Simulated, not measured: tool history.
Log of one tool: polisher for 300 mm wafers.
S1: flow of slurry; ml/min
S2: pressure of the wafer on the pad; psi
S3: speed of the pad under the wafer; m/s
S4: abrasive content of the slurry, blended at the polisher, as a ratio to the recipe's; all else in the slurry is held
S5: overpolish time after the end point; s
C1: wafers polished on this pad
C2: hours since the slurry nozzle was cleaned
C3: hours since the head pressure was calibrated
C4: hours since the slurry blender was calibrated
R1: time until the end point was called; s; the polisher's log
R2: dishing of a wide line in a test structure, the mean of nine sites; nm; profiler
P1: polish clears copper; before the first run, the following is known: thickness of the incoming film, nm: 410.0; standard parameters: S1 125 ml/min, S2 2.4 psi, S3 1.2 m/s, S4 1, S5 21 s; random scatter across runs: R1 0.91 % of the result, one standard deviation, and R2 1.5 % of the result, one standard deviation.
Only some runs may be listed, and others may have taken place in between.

run	day	S1	S2	S3	S4	S5	C1	C2	C3	C4	R1	R2
1	0.4	125	2.4	1.2	1	21	138	597.6	466.8	136.2	135.75	38.401
2	0.642	165	2.4	1.2	1	21	160	603.4	472.6	142	127.79	41.124
3	0.925	125	1.7	1.2	1	21	186	610.2	479.4	148.8	192.01	28.667
4	1.45	125	2.4	0.8	1	21	234	622.8	492	161.4	203.3	28.563
5	1.688	125	2.4	1.2	1	6	255	628.5	497.7	167.1	137.4	13.618
6	2.167	75	2.4	1.2	1	21	299	640	509.2	178.6	154.96	34.953
7	2.675	125	2.4	1.2	1	21	345	652.2	521.4	190.8	134.65	40.253
# day 2.996: worn pad replaced by a new one
8	3.192	125	2.4	1.2	1	21	18	664.6	533.8	203.2	134.1	39.127
9	3.708	125	3.5	1.2	1	21	65	677	546.2	215.6	92.998	53.051
10	3.996	125	2.4	1.2	1	42	91	683.9	553.1	222.5	135.84	59.643
11	4.429	125	2.4	0.74	1.2	21	130	694.3	563.5	232.9	210.76	27.377
12	4.967	125	2.4	1.9	1	21	179	707.2	576.4	245.8	84.72	51.441
13	5.267	125	2.4	1.2	0.65	21	207	714.4	583.6	253	146.21	36.785
14	5.533	125	2.4	1.2	1	21	231	720.8	590	259.4	134.75	38.952
15	5.771	125	2.4	1.2	1.5	21	253	726.5	595.7	265.1	121.53	41.884

Expected results for the next run?
16	6.138	125	2.4	1.2	1	21	286	735.3	604.5	273.9	?	?

R1: 135.92 s
R2: 39.001 nm
